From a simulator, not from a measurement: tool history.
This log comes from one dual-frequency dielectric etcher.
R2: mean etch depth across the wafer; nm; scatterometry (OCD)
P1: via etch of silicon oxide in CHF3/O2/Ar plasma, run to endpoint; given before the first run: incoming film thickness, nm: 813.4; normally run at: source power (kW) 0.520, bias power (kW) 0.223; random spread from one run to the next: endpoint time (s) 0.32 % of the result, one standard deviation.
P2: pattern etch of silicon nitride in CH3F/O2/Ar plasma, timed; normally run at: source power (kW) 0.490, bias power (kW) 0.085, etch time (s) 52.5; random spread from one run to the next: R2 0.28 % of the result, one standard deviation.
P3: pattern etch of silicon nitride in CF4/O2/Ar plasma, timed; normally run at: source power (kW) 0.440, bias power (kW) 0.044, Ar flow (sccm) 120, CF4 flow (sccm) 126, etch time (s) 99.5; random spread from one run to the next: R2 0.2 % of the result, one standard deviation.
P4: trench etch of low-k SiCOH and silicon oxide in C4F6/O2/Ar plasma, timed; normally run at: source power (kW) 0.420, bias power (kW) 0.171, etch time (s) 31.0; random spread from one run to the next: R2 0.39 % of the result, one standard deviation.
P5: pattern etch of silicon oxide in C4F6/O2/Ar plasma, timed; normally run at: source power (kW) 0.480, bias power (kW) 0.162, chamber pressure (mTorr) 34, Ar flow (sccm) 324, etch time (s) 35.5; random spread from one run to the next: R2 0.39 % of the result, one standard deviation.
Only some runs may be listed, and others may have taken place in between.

Run 1, hour 9.5: process that ran P1, source power (kW) 0.520, bias power (kW) 0.223. Result: endpoint time (s) 403.36.
Run 2, hour 20.9: process that ran P5, source power (kW) 0.480, bias power (kW) 0.162, chamber pressure (mTorr) 44, Ar flow (sccm) 324, etch time (s) 35.5. Result: R2 111.070 nm.
Run 3, hour 35.4: process that ran P1, source power (kW) 0.520, bias power (kW) 0.223. Result: endpoint time (s) 403.60.
Run 4, hour 48.1: process that ran P4, source power (kW) 0.420, bias power (kW) 0.171, etch time (s) 17.0. Result: R2 54.056 nm.
Run 5, hour 56.3: process that ran P5, source power (kW) 0.330, bias power (kW) 0.162, chamber pressure (mTorr) 34, Ar flow (sccm) 324, etch time (s) 35.5. Result: R2 99.021 nm.
Run 6, hour 63.6: process that ran P1, source power (kW) 0.370, bias power (kW) 0.164. Result: endpoint time (s) 510.79.
Run 7, hour 74.5: process that ran P1, source power (kW) 0.630, bias power (kW) 0.223. Result: endpoint time (s) 375.76.
Run 8, hour 88.0: process that ran P3, source power (kW) 0.440, bias power (kW) 0.044, Ar flow (sccm) 94, etch time (s) 99.5, CF4 flow (sccm) 126. Result: R2 167.190 nm.
Run 9, hour 97.8: process that ran P5, source power (kW) 0.480, bias power (kW) 0.162, chamber pressure (mTorr) 34, Ar flow (sccm) 324, etch time (s) 23.5. Result: R2 75.650 nm.
Run 10, hour 108.5: process that ran P5, source power (kW) 0.480, bias power (kW) 0.162, chamber pressure (mTorr) 34, Ar flow (sccm) 324, etch time (s) 35.5. Result: R2 113.770 nm.
Run 11, hour 117.0: process that ran P2, source power (kW) 0.490, bias power (kW) 0.085, etch time (s) 52.5. Result: R2 41.246 nm.
Run 12, hour 125.0: process that ran P3, source power (kW) 0.440, bias power (kW) 0.058, Ar flow (sccm) 120, etch time (s) 99.5, CF4 flow (sccm) 126. Result: R2 179.550 nm.
Run 13, hour 131.7: process that ran P4, source power (kW) 0.490, bias power (kW) 0.171, etch time (s) 31.0. Result: R2 103.640 nm.
Run 14, hour 146.3: process that ran P2, source power (kW) 0.490, bias power (kW) 0.085, etch time (s) 29.0. Result: R2 22.824 nm.
Run 15, hour 159.8: process that ran P3, source power (kW) 0.440, bias power (kW) 0.044, Ar flow (sccm) 120, etch time (s) 99.5, CF4 flow (sccm) 92. Result: R2 155.190 nm.
At hour 160.2: bias power generator calibrated.
Run 16, hour 172.8: process that ran P1, source power (kW) 0.520, bias power (kW) 0.170. Result: endpoint time (s) 446.84.
Run 17, hour 180.3: process that ran P3, source power (kW) 0.440, bias power (kW) 0.044, Ar flow (sccm) 120, etch time (s) 137.0, CF4 flow (sccm) 126. Result: R2 222.950 nm.
Run 18, hour 186.9: process that ran P3, source power (kW) 0.310, bias power (kW) 0.044, Ar flow (sccm) 120, etch time (s) 99.5, CF4 flow (sccm) 126. Result: R2 119.150 nm.
Run 19, hour 196.5: process that ran P2, source power (kW) 0.650, bias power (kW) 0.085, etch time (s) 52.5. Result: R2 45.881 nm.
Run 20, hour 204.6: process that ran P5, source power (kW) 0.480, bias power (kW) 0.162, chamber pressure (mTorr) 34, Ar flow (sccm) 430, etch time (s) 35.5. Result: R2 111.440 nm.
Run 21, hour 212.8: process that ran P1, source power (kW) 0.410, bias power (kW) 0.285. Result: endpoint time (s) 405.15.
Run 22, hour 225.8: process that ran P1, source power (kW) 0.520, bias power (kW) 0.223. Result: endpoint time (s) 405.65.
Run 23, hour 239.0: process that ran P1, source power (kW) 0.520, bias power (kW) 0.223. Result: endpoint time (s) 403.53.
Run 24, hour 245.7: process that ran P5, source power (kW) 0.480, bias power (kW) 0.207, chamber pressure (mTorr) 34, Ar flow (sccm) 324, etch time (s) 35.5. Result: R2 123.510 nm.
Run 25, hour 254.5: process that ran P4, source power (kW) 0.420, bias power (kW) 0.171, etch time (s) 31.0. Result: R2 97.818 nm.
Run 26, hour 266.5: process that ran P1, source power (kW) 0.620, bias power (kW) 0.292. Result: endpoint time (s) 343.81.
Run 27, hour 281.2: process that ran P4, source power (kW) 0.420, bias power (kW) 0.215, etch time (s) 31.0. Result: R2 105.910 nm.
Run 28, hour 292.6: process that ran P2, source power (kW) 0.490, bias power (kW) 0.117, etch time (s) 52.5. Result: R2 46.452 nm.
Run 29, hour 304.3: process that ran P5, source power (kW) 0.480, bias power (kW) 0.162, chamber pressure (mTorr) 34, Ar flow (sccm) 324, etch time (s) 35.5. Result: R2 114.560 nm.
Run 30, hour 313.1: process that ran P2, source power (kW) 0.490, bias power (kW) 0.085, etch time (s) 52.5. Result: R2 41.304 nm.
Run 31, hour 326.1: process that ran P1, source power (kW) 0.330, bias power (kW) 0.223. Result: endpoint time (s) 480.21.
Run 32, hour 334.5: process that ran P1, source power (kW) 0.520, bias power (kW) 0.280. Result: endpoint time (s) 373.20.
Run 33, hour 341.4: process that ran P3, source power (kW) 0.440, bias power (kW) 0.044, Ar flow (sccm) 120, etch time (s) 99.5, CF4 flow (sccm) 126. Result: R2 161.630 nm.
Run 34, hour 349.1: process that ran P4, source power (kW) 0.420, bias power (kW) 0.171, etch time (s) 31.0. Result: R2 98.597 nm.
Run 35, hour 361.6: process that ran P1, source power (kW) 0.520, bias power (kW) 0.223. Result: endpoint time (s) 404.45.
Run 36, hour 373.6: process that ran P1, source power (kW) 0.520, bias power (kW) 0.223. Result: endpoint time (s) 401.21.
Run 37, hour 383.9: process that ran P1, source power (kW) 0.520, bias power (kW) 0.223. Result: endpoint time (s) 399.62.
Run 38, hour 390.3: process that ran P1, source power (kW) 0.520, bias power (kW) 0.223. Result: endpoint time (s) 398.83.
Run 39, hour 396.7: process that ran P1, source power (kW) 0.520, bias power (kW) 0.223. Result: endpoint time (s) 397.47.
Run 40, hour 408.9: process that ran P1, source power (kW) 0.520, bias power (kW) 0.223. Result: endpoint time (s) 399.20.
Run 41, hour 416.8: process that ran P1, source power (kW) 0.520, bias power (kW) 0.223. Result: endpoint time (s) 400.56.
At hour 417.1: wet clean of the chamber.
Run 42, hour 429.5: process that ran P1, source power (kW) 0.520, bias power (kW) 0.223. Result: endpoint time (s) 396.99.
Run 43, hour 443.4: process that ran P1, source power (kW) 0.520, bias power (kW) 0.223. Result: endpoint time (s) 396.70.

What P1 gives has crept off from where it sat before. The 2 causes that follow fit the log equally well, each at the size noted:
A: source power that arrives over what is set, % = 4.28
B: bias power that arrives over what is set, % = 4.55
Onset of the creep was near hour 361.6.
Every other cause this tool's parts could produce, and why it does not fit the log:
chamber walls in a state that raises the etch rate, %: serviced at hour 417.1, after the change had begun; the process did not return to its earlier output

Listed below are the offered check runs, one wafer per run, with question marks in place of results. For which of them would the causes give clearly different outcomes?
Run check 1, hour 457.3: process that ran P3, source power (kW) 0.440, bias power (kW) 0.044, Ar flow (sccm) 120, etch time (s) 99.5, CF4 flow (sccm) 126. Result: R2 ?.
Run check 2, hour 457.3: process that ran P2, source power (kW) 0.490, bias power (kW) 0.085, etch time (s) 52.5. Result: R2 ?.
Run check 3, hour 457.3: process that ran P5, source power (kW) 0.480, bias power (kW) 0.162, chamber pressure (mTorr) 34, Ar flow (sccm) 324, etch time (s) 35.5. Result: R2 ?.
Run check 4, hour 457.3: process that ran P4, source power (kW) 0.420, bias power (kW) 0.171, etch time (s) 31.0. Result: R2 ?.

Predicted outcomes, by check and by cause:
  check  result     if A     if B
check 1      R2  167.800  164.430
check 2      R2   41.952   41.945
check 3      R2  116.360  116.020
check 4      R2   99.877   99.629
How far apart the two closest causes lie, in the result that separates them most: check 1 2.03 %; check 2 0.02 %; check 3 0.29 %; check 4 0.25 %
Check 1 distinguishes between the causes, while the remaining checks would return nearly the same result for all of them.

With check 1 done, the readings were: R2 167.730 nm. Identify which of the listed causes applies.

It was cause A: source power that arrives over what is set, %.

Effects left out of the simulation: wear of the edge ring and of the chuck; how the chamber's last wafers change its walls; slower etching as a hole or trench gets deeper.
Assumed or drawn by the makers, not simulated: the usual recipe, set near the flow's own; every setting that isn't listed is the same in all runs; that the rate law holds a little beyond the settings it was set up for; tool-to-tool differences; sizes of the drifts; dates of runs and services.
